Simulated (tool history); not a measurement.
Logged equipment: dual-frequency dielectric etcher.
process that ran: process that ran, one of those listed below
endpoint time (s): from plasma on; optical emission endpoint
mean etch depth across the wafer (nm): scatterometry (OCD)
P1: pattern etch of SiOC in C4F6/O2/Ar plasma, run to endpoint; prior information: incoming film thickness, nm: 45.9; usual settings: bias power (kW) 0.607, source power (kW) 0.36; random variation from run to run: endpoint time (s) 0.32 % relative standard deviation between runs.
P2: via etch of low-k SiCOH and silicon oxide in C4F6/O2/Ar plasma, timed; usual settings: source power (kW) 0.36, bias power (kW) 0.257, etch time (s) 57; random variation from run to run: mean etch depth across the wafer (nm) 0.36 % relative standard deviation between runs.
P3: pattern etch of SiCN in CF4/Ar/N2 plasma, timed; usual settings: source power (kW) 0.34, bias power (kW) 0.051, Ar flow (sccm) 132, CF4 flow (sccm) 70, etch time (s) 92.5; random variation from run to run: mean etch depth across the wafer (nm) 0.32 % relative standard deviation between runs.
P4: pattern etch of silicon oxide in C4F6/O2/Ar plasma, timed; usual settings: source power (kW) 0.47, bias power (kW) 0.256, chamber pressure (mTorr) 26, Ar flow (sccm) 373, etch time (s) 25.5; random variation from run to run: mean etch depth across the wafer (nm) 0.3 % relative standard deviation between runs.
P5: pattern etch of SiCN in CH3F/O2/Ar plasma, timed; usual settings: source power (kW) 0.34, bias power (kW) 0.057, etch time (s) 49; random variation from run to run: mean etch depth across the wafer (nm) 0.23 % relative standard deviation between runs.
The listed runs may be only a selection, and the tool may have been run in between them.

run,hour,process that ran,bias power (kW),source power (kW),Ar flow (sccm),CF4 flow (sccm),etch time (s),chamber pressure (mTorr),hours since the last wet clean,hours since the last bias power generator calibration,hours since the last source power generator calibration,endpoint time (s),mean etch depth across the wafer (nm)
1,14.3,P1,0.607,0.36,,,,,177.4,1589.7,1319.9,14.892,
2,24.3,P3,0.051,0.34,132,99,92.5,,187.4,1599.7,1329.9,,56.165
3,39.9,P5,0.079,0.34,,,49,,203,1615.3,1345.5,,17.203
4,52.5,P1,0.481,0.42,,,,,215.6,1627.9,1358.1,15.419,
5,69.3,P1,0.818,0.3,,,,,232.4,1644.7,1374.9,14.236,
6,81.2,P5,0.057,0.34,,,49,,244.3,1656.6,1386.8,,15.347
7,92.8,P1,0.607,0.23,,,,,255.9,1668.2,1398.4,17.585,
8,107.6,P2,0.151,0.36,,,57,,270.7,1683,1413.2,,145.03
9,119.3,P3,0.037,0.34,132,70,92.5,,282.4,1694.7,1424.9,,47.651
10,129.5,P3,0.051,0.34,132,70,92.5,,292.6,1704.9,1435.1,,52.702
11,140.9,P5,0.057,0.34,,,49,,304,1716.3,1446.5,,15.299
12,150.5,P4,0.256,0.47,373,,25.5,26,313.6,1725.9,1456.1,,98.648
13,161.2,P1,0.607,0.36,,,,,324.3,1736.6,1466.8,14.912,
14,170.5,P2,0.257,0.36,,,85.5,,333.6,1745.9,1476.1,,256.45
15,180,P5,0.057,0.34,,,27,,343.1,1755.4,1485.6,,8.4508
# hour 181.6: bias power generator calibrated
16,190.2,P1,0.607,0.44,,,,,353.3,8.7,1495.8,13.901,
17,199,P3,0.051,0.34,132,70,130,,362.1,17.5,1504.6,,73.88
18,208.4,P4,0.256,0.64,373,,25.5,26,371.5,26.9,1514,,110.58
19,221.4,P4,0.256,0.47,262,,25.5,26,384.5,39.9,1527,,102.75
20,238.8,P3,0.051,0.34,80,70,92.5,,401.9,57.3,1544.4,,57.376
21,253.5,P1,0.79,0.36,,,,,416.6,72,1559.1,13.491,
22,265.6,P1,0.407,0.29,,,,,428.7,84.1,1571.2,18.869,
23,280.7,P4,0.256,0.47,373,,25.5,26,443.8,99.2,1586.3,,98.734
24,297.9,P1,0.607,0.36,,,,,461,116.4,1603.5,14.944,
25,311.1,P2,0.257,0.21,,,57,,474.2,129.6,1616.7,,139.7
26,321.3,P2,0.257,0.36,,,57,,484.4,139.8,1626.9,,172.51
27,329.4,P1,0.394,0.36,,,,,492.5,147.9,1635,17.476,
28,346.8,P2,0.257,0.36,,,57,,509.9,165.3,1652.4,,171.84
29,355.4,P3,0.051,0.34,132,70,92.5,,518.5,173.9,1661,,52.998
30,372.1,P1,0.607,0.36,,,,,535.2,190.6,1677.7,14.968,
31,388.3,P5,0.057,0.21,,,49,,551.4,206.8,1693.9,,12.785
32,397.8,P3,0.051,0.44,132,70,92.5,,560.9,216.3,1703.4,,66.358
# hour 404.9: source power generator calibrated
33,414.9,P4,0.256,0.47,373,,37.5,26,578,233.4,10.1,,145.64
34,431.5,P4,0.256,0.47,373,,25.5,36.5,594.6,250,26.7,,94.631
35,446.9,P1,0.607,0.36,,,,,610,265.4,42.1,14.955,
36,458.3,P4,0.156,0.47,373,,25.5,26,621.4,276.8,53.5,,84.064
37,469.3,P1,0.607,0.36,,,,,632.4,287.8,64.5,14.907,
38,479.2,P1,0.607,0.36,,,,,642.3,297.7,74.4,14.988,
39,491,P1,0.607,0.36,,,,,654.1,309.5,86.2,15.044,
40,500.8,P1,0.607,0.36,,,,,663.9,319.3,96,15.137,
41,518.3,P1,0.607,0.36,,,,,681.4,336.8,113.5,15.236,
42,535.6,P1,0.607,0.36,,,,,698.7,354.1,130.8,15.258,
# hour 539.7: wet clean of the chamber
43,545.8,P1,0.607,0.36,,,,,6.2,364.3,141,15.175,
44,563,P1,0.607,0.36,,,,,23.4,381.5,158.2,15.206,
45,572.7,P1,0.607,0.36,,,,,33.1,391.2,167.9,15.193,

What P1 gives has crept away from where it was. These 2 causes fit the log equally well, each at the size given:
A: source power that arrives under what is set, % = 4.38
B: bias power that arrives under what is set, % = 4.17
The gradual shift began around hour 469.3.
What rules out each remaining cause:
chamber walls in a state that lowers the etch rate, %: serviced at hour 539.7, which brought nothing back

Which of the 4 check runs listed below separates the causes, so that each cause would produce a clearly different result? Each run uses one wafer, and its results are marked with question marks.
check 1,582.4,P3,0.051,0.34,86,70,92.5,,,,,,?
check 2,582.4,P2,0.155,0.36,,,68.5,,,,,,?
check 3,582.4,P4,0.162,0.47,373,,33.5,26,,,,,?
check 4,582.4,P5,0.074,0.22,,,49,,,,,,?

Outcome of each check run for each possible cause:
check,result,if A,if B
check 1,mean etch depth across the wafer (nm),54.536,55.98
check 2,mean etch depth across the wafer (nm),172.43,173.21
check 3,mean etch depth across the wafer (nm),109.93,110.44
check 4,mean etch depth across the wafer (nm),14.077,14.089
Smallest distance between any two causes, each pair judged by its most separating result, in per cent: check 1 2.61 %; check 2 0.45 %; check 3 0.47 %; check 4 0.09 %
Only check 1 tells the causes apart: in the others they would give nearly the same result.

Then check 1 was run and gave: mean etch depth across the wafer (nm) 54.434. Which cause is it?

It was cause A: source power that arrives under what is set, %.
